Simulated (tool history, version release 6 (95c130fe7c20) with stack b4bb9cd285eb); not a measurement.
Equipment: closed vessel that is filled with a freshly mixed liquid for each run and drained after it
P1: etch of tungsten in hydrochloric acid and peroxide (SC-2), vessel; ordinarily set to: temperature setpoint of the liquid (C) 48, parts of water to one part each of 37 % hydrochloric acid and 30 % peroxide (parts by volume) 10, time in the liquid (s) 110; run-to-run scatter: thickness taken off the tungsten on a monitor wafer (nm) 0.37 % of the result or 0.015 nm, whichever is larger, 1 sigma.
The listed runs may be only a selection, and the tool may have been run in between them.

run,hour,temperature setpoint of the liquid (C),parts of water to one part each of 37 % hydrochloric acid and 30 % peroxide (parts by volume),time in the liquid (s),thickness taken off the tungsten on a monitor wafer (nm)
1,7.2,48,10,110,23.862
2,13,37.5,14,110,8.6058
3,19.5,35,10,110,9.5897
4,25,48,15,110,16.848
5,34.4,48,10,110,23.74
6,44.4,48,10,110,23.71
7,51.3,48,10,210,45.428
8,56.6,58,10,110,45.948
# hour 64: chemicals flow meter replaced
9,67.4,48,10,110,23.876
10,75.3,48,10,30,6.4903
11,80.5,59,10,195,86.533
12,88.1,48,4,110,47.557
13,96.4,48,10,110,23.946
14,105.2,48,10,110,23.756
15,115.7,48,10,110,23.759

What will run 16 give?
16,120.9,48,10,110,?

For run 16 the tool returned thickness taken off the tungsten on a monitor wafer (nm) 24.474.

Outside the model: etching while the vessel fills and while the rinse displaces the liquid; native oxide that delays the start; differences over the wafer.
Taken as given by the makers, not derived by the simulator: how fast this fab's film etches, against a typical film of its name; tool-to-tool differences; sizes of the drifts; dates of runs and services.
